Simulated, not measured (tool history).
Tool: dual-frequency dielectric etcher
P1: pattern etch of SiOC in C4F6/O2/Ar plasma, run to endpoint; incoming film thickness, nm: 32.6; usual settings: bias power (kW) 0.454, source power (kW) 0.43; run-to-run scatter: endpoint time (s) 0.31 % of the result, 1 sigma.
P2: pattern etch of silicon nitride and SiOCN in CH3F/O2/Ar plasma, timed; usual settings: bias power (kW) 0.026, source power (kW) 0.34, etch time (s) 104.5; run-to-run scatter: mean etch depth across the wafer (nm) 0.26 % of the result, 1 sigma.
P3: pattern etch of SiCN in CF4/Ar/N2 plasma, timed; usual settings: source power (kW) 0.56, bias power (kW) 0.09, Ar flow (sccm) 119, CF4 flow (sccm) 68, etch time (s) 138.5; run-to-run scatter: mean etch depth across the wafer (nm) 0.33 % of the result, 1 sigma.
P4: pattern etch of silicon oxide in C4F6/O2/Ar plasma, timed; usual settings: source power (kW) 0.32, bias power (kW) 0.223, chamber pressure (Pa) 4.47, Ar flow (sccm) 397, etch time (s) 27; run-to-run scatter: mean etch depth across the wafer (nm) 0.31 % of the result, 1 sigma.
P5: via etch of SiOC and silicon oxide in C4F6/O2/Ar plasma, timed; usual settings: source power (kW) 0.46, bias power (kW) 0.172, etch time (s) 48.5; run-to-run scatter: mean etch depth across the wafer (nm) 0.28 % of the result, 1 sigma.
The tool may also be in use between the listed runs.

run   hour  process that ran  bias power (kW)  source power (kW)  chamber pressure (Pa)  Ar flow (sccm)  etch time (s)  CF4 flow (sccm)  hours since the last wet clean  hours since the last bias power generator calibration  hours since the last source power generator calibration  endpoint time (s)  mean etch depth across the wafer (nm)
  1    3.7                P1            0.454               0.43                                                                                                  172.8                                                  823.4                                                    892.1             11.195
  2    8.2                P4            0.294               0.32                   4.47             397             27                                            177.3                                                  827.9                                                    896.6                                                    87.152
  3   13.7                P1            0.357               0.43                                                                                                  182.8                                                  833.4                                                    902.1             12.111
  4   19.4                P2            0.026               0.34                                                 104.5                                            188.5                                                  839.1                                                    907.8                                                    13.748
  5   23.6                P4            0.223               0.45                   4.47             397             27                                            192.7                                                  843.3                                                      912                                                    89.721
  6   27.8                P4            0.223               0.32                   6.27             397             27                                            196.9                                                  847.5                                                    916.2                                                    75.974
  7   32.3                P4            0.223               0.32                   4.47             397             27                                            201.4                                                    852                                                    920.7                                                    79.425
  8   35.6                P1            0.454               0.43                                                                                                  204.7                                                  855.3                                                      924             11.129
  9   41.1                P1            0.454               0.55                                                                                                  210.2                                                  860.8                                                    929.5             10.104
 10   46.9                P2             0.02               0.34                                                 104.5                                              216                                                  866.6                                                    935.3                                                    12.181
 11     53                P5            0.172               0.46                                                  48.5                                            222.1                                                  872.7                                                    941.4                                                    56.797
      56.1  -- source power generator calibrated
 12     59                P5            0.172               0.33                                                  48.5                                            228.1                                                  878.7                                                      2.9                                                    50.162
 13     65                P1            0.454                0.3                                                                                                  234.1                                                  884.7                                                      8.9             12.763
 14   70.1                P3             0.09               0.56                                    119            201               68                           239.2                                                  889.8                                                       14                                                    221.83
 15   74.3                P5            0.105               0.46                                                  48.5                                            243.4                                                    894                                                     18.2                                                    49.099
 16   78.1                P4            0.223               0.32                   4.47             497             27                                            247.2                                                  897.8                                                       22                                                    77.504
 17   84.2                P1            0.454               0.43                                                                                                  253.3                                                  903.9                                                     28.1             11.155
 18   91.5                P2            0.026               0.34                                                 104.5                                            260.6                                                  911.2                                                     35.4                                                    13.759
 19     96                P3             0.09               0.56                                    119          138.5               68                           265.1                                                  915.7                                                     39.9                                                    153.67
 20  102.8                P3             0.07               0.56                                    119          138.5               68                           271.9                                                  922.5                                                     46.7                                                    139.96
 21  108.3                P5            0.172               0.46                                                  66.5                                            277.4                                                    928                                                     52.2                                                     77.89
 22    113                P1            0.608               0.43                                                                                                  282.1                                                  932.7                                                     56.9             9.9423
 23    119                P3             0.09               0.56                                    119          138.5               92                           288.1                                                  938.7                                                     62.9                                                    159.76
 24    123                P1            0.454               0.43                                                                                                  292.1                                                  942.7                                                     66.9             11.071
 25  128.6                P3             0.09                0.7                                    119          138.5               68                           297.7                                                  948.3                                                     72.5                                                    185.93
 26  133.4                P2            0.026               0.34                                                    71                                            302.5                                                  953.1                                                     77.3                                                    9.2897
 27  139.9                P2            0.026               0.24                                                 104.5                                              309                                                  959.6                                                     83.8                                                    12.212
 28  146.9                P1            0.454               0.43                                                                                                    316                                                  966.6                                                     90.8             11.101
 29  153.6                P1            0.454               0.43                                                                                                  322.7                                                  973.3                                                     97.5             11.159
 30  160.5                P4            0.223               0.32                   4.47             397           36.5                                            329.6                                                  980.2                                                    104.4                                                    107.18
 31  165.8                P1            0.314               0.57                                                                                                  334.9                                                  985.5                                                    109.7             11.384
 32  170.9                P1            0.301               0.58                                                                                                    340                                                  990.6                                                    114.8             11.495
 33  177.3                P1            0.454               0.43                                                                                                  346.4                                                    997                                                    121.2              11.04
 34  184.4                P3             0.09               0.56                                    144          138.5               68                           353.5                                                 1004.1                                                    128.3                                                    149.34
 35  188.5                P1            0.363               0.27                                                                                                  357.6                                                 1008.2                                                    132.4             14.346
 36  193.4                P1            0.454               0.43                                                                                                  362.5                                                 1013.1                                                    137.3             11.135
 37  199.2                P1            0.454               0.43                                                                                                  368.3                                                 1018.9                                                    143.1             11.194
 38  204.7                P1            0.454               0.43                                                                                                  373.8                                                 1024.4                                                    148.6             11.226
 39  211.1                P1            0.454               0.43                                                                                                  380.2                                                 1030.8                                                      155             11.291
 40    217                P1            0.454               0.43                                                                                                  386.1                                                 1036.7                                                    160.9             11.241
 41  221.1                P1            0.454               0.43                                                                                                  390.2                                                 1040.8                                                      165             11.275
 42  225.9                P1            0.454               0.43                                                                                                    395                                                 1045.6                                                    169.8              11.28
     227.9  -- wet clean of the chamber
 43  230.2                P1            0.454               0.43                                                                                                    2.3                                                 1049.9                                                    174.1             11.307
 44  236.2                P1            0.454               0.43                                                                                                    8.3                                                 1055.9                                                    180.1             11.265
 45  240.1                P1            0.454               0.43                                                                                                   12.2                                                 1059.8                                                      184             11.299
 46  244.5                P1            0.454               0.43                                                                                                   16.6                                                 1064.2                                                    188.4             11.334

What P1 gives has crept away from where it was. These 2 causes fit the log equally well, each at the size given:
A: source power that arrives under what is set, % = 4.14
B: bias power that arrives under what is set, % = 4.2
The creep began at about hour 193.4.
Why every other cause is out:
chamber walls in a state that lowers the etch rate, %: serviced at hour 227.9, which brought nothing back

4 check runs are offered, each on 2 wafers whose results are averaged, their results left as question marks. Which one tells the causes apart?
check 1  248.9                P4            0.256               0.32                   4.47             397             27                                                                                                                                                                                                                          ?
check 2  248.9                P5            0.118               0.34                                                  48.5                                                                                                                                                                                                                          ?
check 3  248.9                P3             0.09               0.56                                    119          138.5               91                                                                                                                                                                                                         ?
check 4  248.9                P2            0.021               0.34                                                 104.5                                                                                                                                                                                                                          ?

What each check would give under each cause:
  check                                 result    if A    if B
check 1  mean etch depth across the wafer (nm)  81.662  81.773
check 2  mean etch depth across the wafer (nm)  44.248  44.429
check 3  mean etch depth across the wafer (nm)  154.69  158.13
check 4  mean etch depth across the wafer (nm)  12.307  12.253
How far apart the two closest causes lie, in the result that separates them most: check 1 0.14 %; check 2 0.41 %; check 3 2.2 %; check 4 0.44 %
Check 3 tells the causes apart: in the others they would give nearly the same result.

Check 3 was then run and gave: mean etch depth across the wafer (nm) 157.68. Which cause is it?

It is B: bias power that arrives under what is set, %.
